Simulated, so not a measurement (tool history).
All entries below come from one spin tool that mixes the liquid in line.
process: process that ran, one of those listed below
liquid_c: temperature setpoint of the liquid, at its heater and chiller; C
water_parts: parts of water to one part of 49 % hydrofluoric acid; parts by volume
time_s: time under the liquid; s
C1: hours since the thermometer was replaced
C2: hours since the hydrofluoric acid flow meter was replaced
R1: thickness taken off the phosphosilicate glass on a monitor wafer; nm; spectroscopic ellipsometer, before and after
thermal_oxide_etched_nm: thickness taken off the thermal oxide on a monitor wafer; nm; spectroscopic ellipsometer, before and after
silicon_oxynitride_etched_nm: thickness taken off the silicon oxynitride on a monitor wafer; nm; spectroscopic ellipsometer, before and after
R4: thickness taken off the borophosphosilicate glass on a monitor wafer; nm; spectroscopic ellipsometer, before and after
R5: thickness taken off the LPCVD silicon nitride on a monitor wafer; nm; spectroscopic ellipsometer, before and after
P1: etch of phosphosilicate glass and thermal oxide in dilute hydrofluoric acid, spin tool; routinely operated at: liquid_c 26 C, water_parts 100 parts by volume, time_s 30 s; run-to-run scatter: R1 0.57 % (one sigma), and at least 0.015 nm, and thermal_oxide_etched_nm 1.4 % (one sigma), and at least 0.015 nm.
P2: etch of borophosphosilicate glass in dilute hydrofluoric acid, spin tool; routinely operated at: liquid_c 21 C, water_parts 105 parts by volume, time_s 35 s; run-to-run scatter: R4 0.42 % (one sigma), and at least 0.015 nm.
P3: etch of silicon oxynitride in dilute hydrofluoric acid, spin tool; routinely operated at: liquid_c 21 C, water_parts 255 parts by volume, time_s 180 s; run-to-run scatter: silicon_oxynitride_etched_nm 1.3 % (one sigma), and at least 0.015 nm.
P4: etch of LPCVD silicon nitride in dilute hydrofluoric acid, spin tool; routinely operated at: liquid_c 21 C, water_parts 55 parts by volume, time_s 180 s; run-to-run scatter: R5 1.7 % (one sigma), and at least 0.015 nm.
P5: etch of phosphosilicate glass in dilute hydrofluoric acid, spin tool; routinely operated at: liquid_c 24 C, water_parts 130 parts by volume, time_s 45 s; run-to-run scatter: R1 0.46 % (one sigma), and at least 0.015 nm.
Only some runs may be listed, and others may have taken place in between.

Run 1, hour 8.3: process P1, liquid_c 26 C, water_parts 100 parts by volume, time_s 30 s; C1 905.2; C2 531.8. Result: R1 29.766 nm, thermal_oxide_etched_nm 1.4445 nm.
Run 2, hour 15.1: process P1, liquid_c 34 C, water_parts 100 parts by volume, time_s 30 s; C1 912; C2 538.6. Result: R1 40.243 nm, thermal_oxide_etched_nm 1.9607 nm.
Run 3, hour 20.7: process P1, liquid_c 26 C, water_parts 100 parts by volume, time_s 45 s; C1 917.6; C2 544.2. Result: R1 45.277 nm, thermal_oxide_etched_nm 2.1767 nm.
Run 4, hour 27: process P5, liquid_c 24 C, water_parts 130 parts by volume, time_s 45 s; C1 923.9; C2 550.5. Result: R1 32.033 nm.
Run 5, hour 34.9: process P3, liquid_c 21 C, water_parts 255 parts by volume, time_s 180 s; C1 931.8; C2 558.4. Result: silicon_oxynitride_etched_nm 1.8138 nm.
Run 6, hour 39.7: process P3, liquid_c 21 C, water_parts 85 parts by volume, time_s 180 s; C1 936.6; C2 563.2. Result: silicon_oxynitride_etched_nm 6.2985 nm.
Run 7, hour 45: process P1, liquid_c 26 C, water_parts 100 parts by volume, time_s 15 s; C1 941.9; C2 568.5. Result: R1 15.057 nm, thermal_oxide_etched_nm 0.73606 nm.
Run 8, hour 50.3: process P3, liquid_c 21 C, water_parts 255 parts by volume, time_s 360 s; C1 947.2; C2 573.8. Result: silicon_oxynitride_etched_nm 3.7046 nm.
Run 9, hour 54.8: process P2, liquid_c 21 C, water_parts 25 parts by volume, time_s 35 s; C1 951.7; C2 578.3. Result: R4 43.37 nm.
Run 10, hour 63.6: process P5, liquid_c 24 C, water_parts 190 parts by volume, time_s 45 s; C1 960.5; C2 587.1. Result: R1 20.561 nm.
Run 11, hour 71.1: process P5, liquid_c 30.5 C, water_parts 130 parts by volume, time_s 45 s; C1 968; C2 594.6. Result: R1 40.421 nm.
Run 12, hour 75.7: process P5, liquid_c 24 C, water_parts 130 parts by volume, time_s 65 s; C1 972.6; C2 599.2. Result: R1 46.42 nm.
Run 13, hour 83.5: process P1, liquid_c 19 C, water_parts 100 parts by volume, time_s 30 s; C1 980.4; C2 607. Result: R1 22.766 nm, thermal_oxide_etched_nm 1.1211 nm.
Run 14, hour 90.5: process P4, liquid_c 21 C, water_parts 55 parts by volume, time_s 180 s; C1 987.4; C2 614. Result: R5 1.1971 nm.
Run 15, hour 97.8: process P1, liquid_c 26 C, water_parts 50 parts by volume, time_s 30 s; C1 994.7; C2 621.3. Result: R1 64.997 nm, thermal_oxide_etched_nm 3.0311 nm.
Run 16, hour 106.5: process P1, liquid_c 26 C, water_parts 50 parts by volume, time_s 55 s; C1 1003.4; C2 630. Result: R1 116.76 nm, thermal_oxide_etched_nm 5.6556 nm.
Run 17, hour 113.8: process P1, liquid_c 26 C, water_parts 100 parts by volume, time_s 30 s; C1 1010.7; C2 637.3. Result: R1 29.937 nm, thermal_oxide_etched_nm 1.4679 nm.
Run 18, hour 120.4: process P4, liquid_c 28.5 C, water_parts 55 parts by volume, time_s 180 s; C1 1017.3; C2 643.9. Result: R5 1.9882 nm.
Run 19, hour 127.4: process P2, liquid_c 21 C, water_parts 105 parts by volume, time_s 15 s; C1 1024.3; C2 650.9. Result: R4 4.0295 nm.
Run 20, hour 132.8: process P4, liquid_c 21 C, water_parts 55 parts by volume, time_s 365 s; C1 1029.7; C2 656.3. Result: R5 2.4545 nm.
Run 21, hour 139.8: process P2, liquid_c 21 C, water_parts 105 parts by volume, time_s 35 s; C1 1036.7; C2 663.3. Result: R4 9.5413 nm.
Run 22, hour 144.4: process P1, liquid_c 26 C, water_parts 150 parts by volume, time_s 30 s; C1 1041.3; C2 667.9. Result: R1 18.894 nm, thermal_oxide_etched_nm 0.87765 nm.
Run 23, hour 149.9: process P1, liquid_c 26 C, water_parts 100 parts by volume, time_s 30 s; C1 1046.8; C2 673.4. Result: R1 29.917 nm, thermal_oxide_etched_nm 1.4666 nm.
Run 24, hour 156.1: process P3, liquid_c 26.5 C, water_parts 255 parts by volume, time_s 180 s; C1 1053; C2 679.6. Result: silicon_oxynitride_etched_nm 2.3419 nm.
Run 25, hour 164.3: process P1, liquid_c 26 C, water_parts 100 parts by volume, time_s 30 s; C1 1061.2; C2 687.8. Result: R1 30.222 nm, thermal_oxide_etched_nm 1.472 nm.
Run 26, hour 169.3: process P2, liquid_c 17 C, water_parts 105 parts by volume, time_s 35 s; C1 1066.2; C2 692.8. Result: R4 8.0259 nm.
Run 27, hour 174.5: process P4, liquid_c 21 C, water_parts 30 parts by volume, time_s 180 s; C1 1071.4; C2 698. Result: R5 2.2255 nm.
Run 28, hour 180.2: process P1, liquid_c 26 C, water_parts 100 parts by volume, time_s 30 s; C1 1077.1; C2 703.7. Result: R1 30.03 nm, thermal_oxide_etched_nm 1.4811 nm.
Run 29, hour 185.5: process P1, liquid_c 26 C, water_parts 100 parts by volume, time_s 30 s; C1 1082.4; C2 709. Result: R1 30.828 nm, thermal_oxide_etched_nm 1.4834 nm.
Run 30, hour 194.2: process P1, liquid_c 26 C, water_parts 100 parts by volume, time_s 30 s; C1 1091.1; C2 717.7. Result: R1 31.795 nm, thermal_oxide_etched_nm 1.5556 nm.
Run 31, hour 198.6: process P1, liquid_c 26 C, water_parts 100 parts by volume, time_s 30 s; C1 1095.5; C2 722.1. Result: R1 31.991 nm, thermal_oxide_etched_nm 1.5376 nm.
Run 32, hour 205.2: process P1, liquid_c 26 C, water_parts 100 parts by volume, time_s 30 s; C1 1102.1; C2 728.7. Result: R1 32.199 nm, thermal_oxide_etched_nm 1.5378 nm.
Run 33, hour 213.1: process P1, liquid_c 26 C, water_parts 100 parts by volume, time_s 30 s; C1 1110; C2 736.6. Result: R1 32.384 nm, thermal_oxide_etched_nm 1.5536 nm.
Run 34, hour 218.3: process P1, liquid_c 26 C, water_parts 100 parts by volume, time_s 30 s; C1 1115.2; C2 741.8. Result: R1 32.216 nm, thermal_oxide_etched_nm 1.5597 nm.

The output of P1 has drifted from where it used to be. Each of the 2 causes below, taken at the size shown beside it, accounts for the log equally well:
A: hydrofluoric acid flow above the setpoint (%) = 6.66
B: liquid hotter than its thermometer reads (K) = 1.89
Creep in the process output first set in at about hour 180.2.

Consider the 4 check runs below, whose results appear as question marks and each of which averages 5 wafers. Which one distinguishes the causes, in that each cause would give it a clearly different result?
Run check 1, hour 223.5: process P3, liquid_c 21 C, water_parts 255 parts by volume, time_s 180 s. Result: silicon_oxynitride_etched_nm ?.
Run check 2, hour 223.5: process P4, liquid_c 21 C, water_parts 55 parts by volume, time_s 180 s. Result: R5 ?.
Run check 3, hour 223.5: process P2, liquid_c 21 C, water_parts 105 parts by volume, time_s 35 s. Result: R4 ?.
Run check 4, hour 223.5: process P5, liquid_c 24 C, water_parts 130 parts by volume, time_s 45 s. Result: R1 ?.

Predicted outcomes, by check and by cause:
  check                        result    if A    if B
check 1  silicon_oxynitride_etched_nm  1.9961   2.014
check 2                            R5   1.294  1.3828
check 3                            R4  10.164  10.205
check 4                            R1   34.42  34.369
Separation of the two closest causes in each check, using whichever result separates them best: check 1 0.9 %; check 2 6.64 %; check 3 0.4 %; check 4 0.15 %
The causes can be told apart only by check 2. The other checks would give nearly the same results under each of them.

Running check 2 produced the following: R5 1.2971 nm. Which one of the listed causes fits?

It was cause A: hydrofluoric acid flow above the setpoint (%).

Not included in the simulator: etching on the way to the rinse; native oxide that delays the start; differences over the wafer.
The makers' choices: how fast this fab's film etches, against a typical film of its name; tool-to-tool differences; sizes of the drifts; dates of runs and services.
